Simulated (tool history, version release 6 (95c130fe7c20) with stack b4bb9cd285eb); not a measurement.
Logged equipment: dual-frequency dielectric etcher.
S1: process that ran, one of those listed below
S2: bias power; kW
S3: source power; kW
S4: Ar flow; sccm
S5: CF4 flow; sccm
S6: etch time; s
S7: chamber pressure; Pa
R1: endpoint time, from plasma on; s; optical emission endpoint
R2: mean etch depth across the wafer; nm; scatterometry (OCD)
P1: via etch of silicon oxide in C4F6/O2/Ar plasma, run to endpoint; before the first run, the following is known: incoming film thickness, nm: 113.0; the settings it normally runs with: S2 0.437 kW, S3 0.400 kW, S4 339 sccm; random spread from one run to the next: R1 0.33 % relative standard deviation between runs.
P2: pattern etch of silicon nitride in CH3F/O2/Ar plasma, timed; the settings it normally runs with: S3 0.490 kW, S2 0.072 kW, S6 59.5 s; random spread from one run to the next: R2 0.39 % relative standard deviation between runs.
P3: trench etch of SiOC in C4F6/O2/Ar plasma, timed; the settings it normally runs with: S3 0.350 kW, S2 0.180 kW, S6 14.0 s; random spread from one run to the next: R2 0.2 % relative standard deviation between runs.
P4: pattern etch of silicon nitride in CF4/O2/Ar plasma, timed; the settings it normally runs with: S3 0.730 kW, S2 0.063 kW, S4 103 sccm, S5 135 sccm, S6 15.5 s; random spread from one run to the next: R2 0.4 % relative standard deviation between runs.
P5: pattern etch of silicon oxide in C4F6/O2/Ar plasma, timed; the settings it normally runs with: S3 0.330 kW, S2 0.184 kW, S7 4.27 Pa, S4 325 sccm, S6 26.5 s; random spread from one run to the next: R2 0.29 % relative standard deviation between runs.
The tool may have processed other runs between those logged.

run   hour  S1     S2     S3   S4   S5    S6    S7      R1      R2
  1    2.3  P1  0.437  0.400  339                   24.687
  2    6.4  P4  0.063  0.730  103  135   8.5                25.603
  3   11.1  P3  0.180  0.220            14.0                22.959
  4   15.0  P1  0.437  0.400  339                   24.782
  5   19.8  P1  0.437  0.400  449                   25.557
  6   24.9  P2  0.098  0.490            59.5                51.443
  7   29.3  P4  0.063  0.890  103  135  15.5                55.664
  8   34.3  P2  0.072  0.490            32.5                24.932
  9   36.8  P5  0.184  0.330  325       16.5  4.27          45.648
 10   39.6  P2  0.072  0.350            59.5                40.227
 11   44.1  P4  0.063  0.730  103   84  15.5                44.390
 12   46.6  P3  0.238  0.350            14.0                30.070
 13   49.6  P1  0.352  0.400  339                   27.016
 14   52.5  P1  0.437  0.400  274                   24.235
 15   54.9  P1  0.437  0.400  339                   24.803
 16   59.3  P4  0.090  0.730  103  135  15.5                53.740
 17   64.0  P1  0.437  0.490  339                   23.120
 18   67.6  P5  0.184  0.330  325       26.5  5.13          71.418
      69.9  -- bias power generator calibrated
 19   72.3  P1  0.305  0.400  265                   27.473
 20   75.0  P1  0.610  0.400  339                   21.902
 21   78.2  P4  0.063  0.730  103  135  15.5                47.128
 22   80.5  P5  0.184  0.330  198       26.5  4.27          77.521
 23   83.5  P5  0.184  0.330  325       26.5  4.27          73.182
 24   87.9  P4  0.063  0.730  103  135  15.5                46.737
 25   92.5  P2  0.072  0.490            59.5                45.676
 26   95.1  P5  0.184  0.230  325       26.5  4.27          63.887
 27   98.9  P4  0.063  0.730   77  135  15.5                48.296
 28  101.2  P1  0.437  0.300  339                   27.435
 29  106.3  P3  0.180  0.350            17.0                33.353
 30  109.9  P2  0.072  0.490            59.5                45.810
 31  113.7  P1  0.437  0.330  468                   27.785
 32  118.0  P3  0.180  0.350            14.0                27.604
 33  122.9  P5  0.184  0.330  325       26.5  4.27          73.584
 34  127.7  P1  0.437  0.400  339                   24.785
 35  131.7  P5  0.248  0.330  325       26.5  4.27          81.132
 36  134.1  P1  0.437  0.400  339                   24.841
 37  136.8  P1  0.437  0.400  339                   25.033
 38  139.2  P1  0.437  0.400  339                   25.039
 39  143.3  P1  0.437  0.400  339                   25.094
 40  145.5  P1  0.437  0.400  339                   25.218
 41  148.1  P1  0.437  0.400  339                   25.373
     148.6  -- wet clean of the chamber
 42  150.5  P1  0.437  0.400  339                   25.178
 43  155.3  P1  0.437  0.400  339                   25.316
 44  157.7  P1  0.437  0.400  339                   25.253

The output of P1 has drifted from where it used to be. Each of the 2 causes below, taken at the size shown beside it, accounts for the log equally well:
A: source power that arrives under what is set, % = 4.63
B: bias power that arrives under what is set, % = 4.7
The process output started creeping at around hour 134.1.
Every other cause this tool's parts could produce, and why it does not fit the log:
chamber walls in a state that lowers the etch rate, %: serviced at hour 148.6, after the drift had started, without restoring the earlier output
Ar flow that arrives over what is set, %: cannot exceed 8; that much would move R1 by +0.9 %, which falls short of the creep or goes against it

The list below offers 4 check runs, each averaging the results of 2 wafers, and shows each result as a question mark. For which of them would the listed causes give clearly different results?
check 1  160.1  P3  0.236  0.350            14.0             ?
check 2  160.1  P5  0.184  0.330  325       17.0  4.27       ?
check 3  160.1  P4  0.088  0.730  103  135  15.5             ?
check 4  160.1  P2  0.091  0.490            33.0             ?

Outcome of each check run for each possible cause:
  check  result    if A    if B
check 1      R2  29.567  29.624
check 2      R2  46.153  46.289
check 3      R2  51.089  52.235
check 4      R2  27.155  27.176
Distance between the nearest two causes, measured in the result of the check that separates them most: check 1 0.19 %; check 2 0.29 %; check 3 2.22 %; check 4 0.08 %
Of the check runs offered, only check 3 discriminates between the causes; the rest would read about the same regardless of which cause applies.

Check 3 was carried out, with these results: R2 52.446 nm. Which of the listed causes is responsible?

It is B: bias power that arrives under what is set, %.
